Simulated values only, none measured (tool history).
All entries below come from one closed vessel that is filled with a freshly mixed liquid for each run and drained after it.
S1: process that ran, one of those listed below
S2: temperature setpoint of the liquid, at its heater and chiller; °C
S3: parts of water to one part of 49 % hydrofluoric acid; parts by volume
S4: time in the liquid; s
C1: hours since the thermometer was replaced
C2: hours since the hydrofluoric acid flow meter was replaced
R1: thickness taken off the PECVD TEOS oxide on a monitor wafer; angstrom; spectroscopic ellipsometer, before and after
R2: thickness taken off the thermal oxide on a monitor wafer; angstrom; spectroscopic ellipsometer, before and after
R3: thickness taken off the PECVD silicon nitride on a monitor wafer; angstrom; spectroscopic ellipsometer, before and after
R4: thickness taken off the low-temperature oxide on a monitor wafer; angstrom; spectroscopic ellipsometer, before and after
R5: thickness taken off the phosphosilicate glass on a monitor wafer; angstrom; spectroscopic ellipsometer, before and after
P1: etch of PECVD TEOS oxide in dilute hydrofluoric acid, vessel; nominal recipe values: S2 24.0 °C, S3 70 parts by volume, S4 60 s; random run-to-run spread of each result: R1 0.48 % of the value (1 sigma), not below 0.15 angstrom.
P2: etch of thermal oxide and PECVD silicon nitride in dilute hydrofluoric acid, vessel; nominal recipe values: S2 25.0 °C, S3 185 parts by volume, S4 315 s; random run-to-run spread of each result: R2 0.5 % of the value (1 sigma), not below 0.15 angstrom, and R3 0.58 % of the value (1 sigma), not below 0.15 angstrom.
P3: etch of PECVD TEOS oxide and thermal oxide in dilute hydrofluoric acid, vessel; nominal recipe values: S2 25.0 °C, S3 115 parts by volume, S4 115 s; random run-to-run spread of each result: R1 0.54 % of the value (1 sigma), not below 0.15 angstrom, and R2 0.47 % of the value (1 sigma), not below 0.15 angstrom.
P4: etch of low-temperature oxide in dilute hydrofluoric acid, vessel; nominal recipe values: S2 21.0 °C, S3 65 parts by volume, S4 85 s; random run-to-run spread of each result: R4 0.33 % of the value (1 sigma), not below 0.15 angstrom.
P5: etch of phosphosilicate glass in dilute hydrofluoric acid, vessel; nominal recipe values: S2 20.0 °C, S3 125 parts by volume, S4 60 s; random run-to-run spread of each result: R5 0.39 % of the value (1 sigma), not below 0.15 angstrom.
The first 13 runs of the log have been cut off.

run  hour  S1    S2   S3   S4      C1     C2       R1      R2      R3      R4      R5
 14  52.4  P2  20.0  185  315  1345.4  180.5           62.243  31.444
 15  54.6  P1  29.0   70   60  1347.6  182.7  312.120
 16  58.5  P3  25.0  115  115  1351.5  186.6  126.320  46.417
 17  63.2  P1  24.0   70   60  1356.2  191.3  254.950
 18  65.4  P4  21.0   90   85  1358.4  193.5                           307.77
 19  67.9  P4  29.5   65   85  1360.9  196.0                           619.27
 20  71.5  P5  20.0  125   60  1364.5  199.6                                   306.55
 21  75.1  P1  29.5   70   35  1368.1  203.2  185.600
 22  77.6  P5  17.0  125   60  1370.6  205.7                                   269.13
 23  81.3  P1  31.0  125   60  1374.3  209.4  172.900
 24  84.4  P1  24.0   70   60  1377.4  212.5  253.320
 25  88.5  P5  20.0  125  105  1381.5  216.6                                   534.02
 26  91.3  P1  24.0   25   60  1384.3  219.4  757.150

Predict the results of run 27:
 27  94.5  P5  20.0  190  60  1387.5  222.6                   ?

Run 27 came out at R5 187.20 angstrom.
